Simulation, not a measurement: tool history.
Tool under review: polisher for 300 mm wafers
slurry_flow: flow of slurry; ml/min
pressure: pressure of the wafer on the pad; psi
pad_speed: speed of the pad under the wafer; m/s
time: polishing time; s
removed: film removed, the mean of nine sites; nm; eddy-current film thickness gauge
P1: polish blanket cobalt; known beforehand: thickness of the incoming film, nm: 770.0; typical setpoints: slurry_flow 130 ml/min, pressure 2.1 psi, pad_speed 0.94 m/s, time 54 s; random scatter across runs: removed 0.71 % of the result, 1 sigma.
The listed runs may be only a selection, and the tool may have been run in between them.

Run 1, hour 4.9: slurry_flow 130 ml/min, pressure 2.1 psi, pad_speed 0.94 m/s, time 54 s. Result: removed 290.62 nm.
Run 2, hour 12.7: slurry_flow 130 ml/min, pressure 2.1 psi, pad_speed 0.94 m/s, time 75 s. Result: removed 400.97 nm.
At hour 15.6: slurry nozzle cleaned.
Run 3, hour 16.3: slurry_flow 130 ml/min, pressure 2.9 psi, pad_speed 0.94 m/s, time 54 s. Result: removed 399.74 nm.
Run 4, hour 20.7: slurry_flow 130 ml/min, pressure 2.1 psi, pad_speed 0.94 m/s, time 25 s. Result: removed 133.8 nm.
Run 5, hour 26.4: slurry_flow 130 ml/min, pressure 3 psi, pad_speed 0.52 m/s, time 54 s. Result: removed 233.81 nm.
At hour 28.4: head pressure recalibrated.
Run 6, hour 33.9: slurry_flow 80 ml/min, pressure 2.1 psi, pad_speed 0.94 m/s, time 54 s. Result: removed 259.64 nm.
Run 7, hour 41.5: slurry_flow 190 ml/min, pressure 2.1 psi, pad_speed 0.94 m/s, time 54 s. Result: removed 302.94 nm.
Run 8, hour 48.9: slurry_flow 130 ml/min, pressure 2.1 psi, pad_speed 0.5 m/s, time 54 s. Result: removed 156.34 nm.
Run 9, hour 55.8: slurry_flow 130 ml/min, pressure 2.1 psi, pad_speed 1.2 m/s, time 54 s. Result: removed 365.14 nm.
Run 10, hour 59.9: slurry_flow 130 ml/min, pressure 2.1 psi, pad_speed 0.94 m/s, time 54 s. Result: removed 289.53 nm.
Run 11, hour 63.5: slurry_flow 130 ml/min, pressure 1.1 psi, pad_speed 0.94 m/s, time 54 s. Result: removed 151.92 nm.
Run 12, hour 67.3: slurry_flow 130 ml/min, pressure 2.1 psi, pad_speed 0.94 m/s, time 54 s. Result: removed 288.81 nm.
Run 13, hour 72.3: slurry_flow 130 ml/min, pressure 2.1 psi, pad_speed 0.94 m/s, time 54 s. Result: removed 292.08 nm.
Run 14, hour 78.1: slurry_flow 130 ml/min, pressure 1.3 psi, pad_speed 1.28 m/s, time 54 s. Result: removed 246.3 nm.
Run 15, hour 84.2: slurry_flow 130 ml/min, pressure 2.1 psi, pad_speed 0.94 m/s, time 54 s. Result: removed 291.97 nm.
Run 16, hour 88: slurry_flow 130 ml/min, pressure 2.1 psi, pad_speed 0.94 m/s, time 54 s. Result: removed 283.33 nm.
Run 17, hour 92.1: slurry_flow 130 ml/min, pressure 2.1 psi, pad_speed 0.94 m/s, time 54 s. Result: removed 276.75 nm.
Run 18, hour 97.3: slurry_flow 130 ml/min, pressure 2.1 psi, pad_speed 0.94 m/s, time 54 s. Result: removed 268.36 nm.
Run 19, hour 103.4: slurry_flow 130 ml/min, pressure 2.1 psi, pad_speed 0.94 m/s, time 54 s. Result: removed 269.08 nm.

What will run 20 give?
At hour 109: head pressure recalibrated.
Run 20, hour 109.3: slurry_flow 130 ml/min, pressure 2.1 psi, pad_speed 0.94 m/s, time 54 s. Result: removed ?.

removed: 268.43 nm
